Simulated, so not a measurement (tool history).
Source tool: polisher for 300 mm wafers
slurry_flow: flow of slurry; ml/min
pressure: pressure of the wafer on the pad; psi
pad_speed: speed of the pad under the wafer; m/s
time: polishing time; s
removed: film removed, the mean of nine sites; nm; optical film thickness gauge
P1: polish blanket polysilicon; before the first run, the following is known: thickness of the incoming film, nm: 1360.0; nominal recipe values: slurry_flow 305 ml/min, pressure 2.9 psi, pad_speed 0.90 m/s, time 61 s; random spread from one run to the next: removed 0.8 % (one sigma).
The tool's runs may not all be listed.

{"run": 1, "hour": 8.9, "slurry_flow": 305, "pressure": 2.9, "pad_speed": 0.9, "time": 61, "removed": 492.58}
{"run": 2, "hour": 17.5, "slurry_flow": 305, "pressure": 2.9, "pad_speed": 0.9, "time": 39, "removed": 317.99}
{"run": 3, "hour": 27.7, "slurry_flow": 420, "pressure": 2.9, "pad_speed": 0.9, "time": 61, "removed": 516.65}
{"run": 4, "hour": 41.9, "slurry_flow": 305, "pressure": 2.9, "pad_speed": 0.9, "time": 61, "removed": 502.92}
{"run": 5, "hour": 49.8, "slurry_flow": 305, "pressure": 1.3, "pad_speed": 0.9, "time": 61, "removed": 223.11}
{"run": 6, "hour": 62.6, "slurry_flow": 305, "pressure": 2.9, "pad_speed": 0.9, "time": 61, "removed": 501.0}
{"run": 7, "hour": 72.6, "slurry_flow": 305, "pressure": 2.9, "pad_speed": 0.9, "time": 61, "removed": 501.2}
{"run": 8, "hour": 83.1, "slurry_flow": 305, "pressure": 2.9, "pad_speed": 0.9, "time": 61, "removed": 498.61}
{"run": 9, "hour": 92.9, "slurry_flow": 305, "pressure": 2.9, "pad_speed": 0.9, "time": 61, "removed": 496.97}
{"run": 10, "hour": 107.3, "slurry_flow": 185, "pressure": 2.9, "pad_speed": 0.9, "time": 89, "removed": 683.15}
{"run": 11, "hour": 118.3, "slurry_flow": 305, "pressure": 2.9, "pad_speed": 0.42, "time": 61, "removed": 233.52}
{"run": 12, "hour": 126.3, "slurry_flow": 185, "pressure": 2.9, "pad_speed": 0.9, "time": 61, "removed": 474.66}
{"hour": 130.2, "done": "head pressure recalibrated"}
{"run": 13, "hour": 139.8, "slurry_flow": 305, "pressure": 2.9, "pad_speed": 0.62, "time": 76, "removed": 435.24}
{"run": 14, "hour": 149.5, "slurry_flow": 305, "pressure": 2.9, "pad_speed": 0.9, "time": 61, "removed": 490.02}
{"run": 15, "hour": 156.4, "slurry_flow": 305, "pressure": 4.4, "pad_speed": 0.9, "time": 61, "removed": 750.89}
{"run": 16, "hour": 164.4, "slurry_flow": 305, "pressure": 2.9, "pad_speed": 1.32, "time": 61, "removed": 732.46}
{"run": 17, "hour": 172.6, "slurry_flow": 305, "pressure": 2.9, "pad_speed": 0.9, "time": 94, "removed": 763.45}
{"run": 18, "hour": 181.8, "slurry_flow": 305, "pressure": 2.9, "pad_speed": 0.9, "time": 61, "removed": 500.62}
{"run": 19, "hour": 196.0, "slurry_flow": 305, "pressure": 2.9, "pad_speed": 0.9, "time": 61, "removed": 483.39}
{"run": 20, "hour": 204.0, "slurry_flow": 305, "pressure": 2.9, "pad_speed": 0.9, "time": 61, "removed": 485.03}
{"run": 21, "hour": 210.6, "slurry_flow": 305, "pressure": 2.9, "pad_speed": 0.9, "time": 61, "removed": 479.85}
{"run": 22, "hour": 217.5, "slurry_flow": 305, "pressure": 2.9, "pad_speed": 0.9, "time": 61, "removed": 473.94}
{"hour": 219.0, "done": "head pressure recalibrated"}
{"run": 23, "hour": 232.0, "slurry_flow": 305, "pressure": 2.9, "pad_speed": 0.9, "time": 61, "removed": 477.46}
{"run": 24, "hour": 246.2, "slurry_flow": 305, "pressure": 2.9, "pad_speed": 0.9, "time": 61, "removed": 474.18}
{"run": 25, "hour": 260.2, "slurry_flow": 305, "pressure": 2.9, "pad_speed": 0.9, "time": 61, "removed": 470.97}
{"run": 26, "hour": 269.6, "slurry_flow": 305, "pressure": 2.9, "pad_speed": 0.9, "time": 61, "removed": 471.12}

What P1 gives has crept off from where it sat before. The 2 causes that follow fit the log equally well, each at the size noted:
A: slurry flow missing at the pad, % = 38.3
B: removal rate lost through wear of the pad, % = 5.26
The drift started at roughly hour 181.8.
Ruled out, with reasons:
head's pressure below its setpoint, %: was serviced at hour 219.0, once the creep was under way, yet the earlier output never came back

You are offered 4 check runs, listed below with question marks in place of their results; each one averages 5 wafers. Which run separates the listed causes by giving clearly different results for each?
{"run": "check 1", "hour": 279.0, "slurry_flow": 305, "pressure": 3.6, "pad_speed": 0.9, "time": 61, "removed": "?"}
{"run": "check 2", "hour": 279.0, "slurry_flow": 185, "pressure": 2.9, "pad_speed": 0.9, "time": 61, "removed": "?"}
{"run": "check 3", "hour": 279.0, "slurry_flow": 305, "pressure": 2.1, "pad_speed": 0.9, "time": 61, "removed": "?"}
{"run": "check 4", "hour": 279.0, "slurry_flow": 305, "pressure": 1.6, "pad_speed": 0.42, "time": 61, "removed": "?"}

How each check would come out, cause by cause:
check=check_1 result=removed if_A=586.39 if_B=586.34
check=check_2 result=removed if_A=432.35 if_B=446.45
check=check_3 result=removed if_A=342.06 if_B=342.03
check=check_4 result=removed if_A=121.62 if_B=121.61
Separation of the two closest causes in each check, using whichever result separates them best: check 1 0.01 %; check 2 3.21 %; check 3 0.01 %; check 4 0.01 %
Check 2 tells the causes apart: in the others they would give nearly the same result.

The results of check 2 are: removed 445.84 nm. Based on these, which of the listed causes is it?

The correct cause is B, namely: removal rate lost through wear of the pad, %.
